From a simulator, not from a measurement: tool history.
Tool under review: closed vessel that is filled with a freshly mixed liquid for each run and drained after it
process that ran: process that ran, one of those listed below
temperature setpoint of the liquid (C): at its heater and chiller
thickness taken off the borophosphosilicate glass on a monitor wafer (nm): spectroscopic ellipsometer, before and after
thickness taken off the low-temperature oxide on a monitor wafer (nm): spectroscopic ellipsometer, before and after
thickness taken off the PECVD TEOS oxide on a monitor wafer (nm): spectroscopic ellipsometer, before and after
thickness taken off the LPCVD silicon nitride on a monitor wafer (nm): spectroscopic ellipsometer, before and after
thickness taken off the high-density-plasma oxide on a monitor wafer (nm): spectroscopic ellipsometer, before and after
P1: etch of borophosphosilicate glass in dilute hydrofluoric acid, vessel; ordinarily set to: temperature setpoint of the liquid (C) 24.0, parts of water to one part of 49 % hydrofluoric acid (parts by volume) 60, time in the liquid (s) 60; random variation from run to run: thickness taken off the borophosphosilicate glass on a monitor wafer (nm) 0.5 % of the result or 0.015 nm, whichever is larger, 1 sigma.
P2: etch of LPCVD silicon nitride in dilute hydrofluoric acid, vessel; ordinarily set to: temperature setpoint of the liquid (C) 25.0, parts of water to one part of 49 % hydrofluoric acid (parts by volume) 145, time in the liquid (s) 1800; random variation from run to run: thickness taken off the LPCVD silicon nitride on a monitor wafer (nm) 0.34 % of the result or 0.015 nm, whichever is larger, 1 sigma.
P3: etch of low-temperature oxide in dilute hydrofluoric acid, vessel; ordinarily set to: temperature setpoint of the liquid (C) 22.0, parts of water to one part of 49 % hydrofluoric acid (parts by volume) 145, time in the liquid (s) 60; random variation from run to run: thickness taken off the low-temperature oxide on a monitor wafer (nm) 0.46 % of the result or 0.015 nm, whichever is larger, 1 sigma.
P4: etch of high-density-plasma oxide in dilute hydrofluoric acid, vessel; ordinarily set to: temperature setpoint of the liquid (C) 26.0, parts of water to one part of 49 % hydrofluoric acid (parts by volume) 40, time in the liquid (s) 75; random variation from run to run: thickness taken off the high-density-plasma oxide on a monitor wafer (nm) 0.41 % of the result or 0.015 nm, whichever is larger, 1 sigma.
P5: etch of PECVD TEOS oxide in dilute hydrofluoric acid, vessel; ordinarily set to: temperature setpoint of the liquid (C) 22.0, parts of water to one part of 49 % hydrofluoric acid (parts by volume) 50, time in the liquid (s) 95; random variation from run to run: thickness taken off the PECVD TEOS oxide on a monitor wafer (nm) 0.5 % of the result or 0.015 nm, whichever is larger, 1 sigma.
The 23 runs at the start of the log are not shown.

run	hour	process that ran	temperature setpoint of the liquid (C)	parts of water to one part of 49 % hydrofluoric acid (parts by volume)	time in the liquid (s)	hours since the thermometer was replaced	hours since the hydrofluoric acid flow meter was replaced	thickness taken off the borophosphosilicate glass on a monitor wafer (nm)	thickness taken off the low-temperature oxide on a monitor wafer (nm)	thickness taken off the PECVD TEOS oxide on a monitor wafer (nm)	thickness taken off the LPCVD silicon nitride on a monitor wafer (nm)	thickness taken off the high-density-plasma oxide on a monitor wafer (nm)
24	98.6	P3	22.0	145	30	293.3	34.7		5.7462			
25	103.8	P4	26.0	40	75	298.5	39.9					18.700
26	107.1	P5	17.0	50	95	301.8	43.2			44.349		
27	111.6	P4	26.0	40	75	306.3	47.7					18.797
28	116.0	P2	25.0	145	1800	310.7	52.1				6.46810	
29	120.7	P1	17.0	60	60	315.4	56.8	35.753				
30	125.4	P5	22.0	50	50	320.1	61.5			28.907		
31	128.8	P5	22.0	50	95	323.5	64.9			55.179		
32	133.4	P1	24.0	60	60	328.1	69.5	48.664				
33	136.6	P2	25.0	145	1800	331.3	72.7				6.39800	
34	142.2	P1	24.0	60	60	336.9	78.3	48.556				

Forecast run 35:
35	145.9	P1	24.0	60	60	340.6	82.0	?				

Run 35 came out at thickness taken off the borophosphosilicate glass on a monitor wafer (nm) 46.682.
